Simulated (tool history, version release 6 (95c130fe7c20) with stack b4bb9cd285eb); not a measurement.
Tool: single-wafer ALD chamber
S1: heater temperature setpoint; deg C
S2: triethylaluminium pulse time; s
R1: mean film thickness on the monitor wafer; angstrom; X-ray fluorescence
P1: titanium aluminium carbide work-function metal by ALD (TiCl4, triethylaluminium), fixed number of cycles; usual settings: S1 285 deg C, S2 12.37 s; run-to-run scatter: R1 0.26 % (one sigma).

run	hour	S1	S2	R1
1	9.6	285	12.37	19.422
2	26.9	285	18.06	19.633
3	38	285	12.37	19.351
4	46.1	285	8.54	18.663
5	61.5	285	12.37	19.425
6	70.9	268	12.37	17.882
7	80.2	285	12.37	19.386
8	96.4	285	12.37	19.322
9	104.4	297	17.21	20.748
10	116.2	285	12.37	19.487
11	129.6	307	12.37	21.398
12	146.2	285	12.37	19.409
13	163.2	285	12.37	19.158
14	179.7	285	12.37	19.068
15	197.6	285	12.37	19.013
16	209.2	285	12.37	18.979
17	226.2	285	12.37	18.9
18	239.9	285	12.37	18.988
19	253.9	285	12.37	18.905

What P1 gives has crept away from where it was. These 2 causes fit the log equally well, each at the size given:
A: wafer temperature below the value expected at the setpoint (K) = 5.61
B: triethylaluminium dose below that of a fresh bottle (%) = 24.1
The creep began at about hour 146.2.

4 check runs are offered, one wafer each, their results left as question marks. Which one tells the causes apart?
check 1	267.9	298	12.37	?
check 2	267.9	293	9.45	?
check 3	267.9	299	12.37	?
check 4	267.9	303	12.37	?

What each check would give under each cause:
check	result	if A	if B
check 1	R1	20.042	20.02
check 2	R1	19.111	18.665
check 3	R1	20.132	20.107
check 4	R1	20.49	20.459
How far apart the two closest causes lie, in the result that separates them most: check 1 0.11 %; check 2 2.36 %; check 3 0.12 %; check 4 0.16 %
Check 2 tells the causes apart: in the others they would give nearly the same result.

Check 2 was then run and gave: R1 18.679 angstrom. Which cause is it?

It is B: triethylaluminium dose below that of a fresh bottle (%).

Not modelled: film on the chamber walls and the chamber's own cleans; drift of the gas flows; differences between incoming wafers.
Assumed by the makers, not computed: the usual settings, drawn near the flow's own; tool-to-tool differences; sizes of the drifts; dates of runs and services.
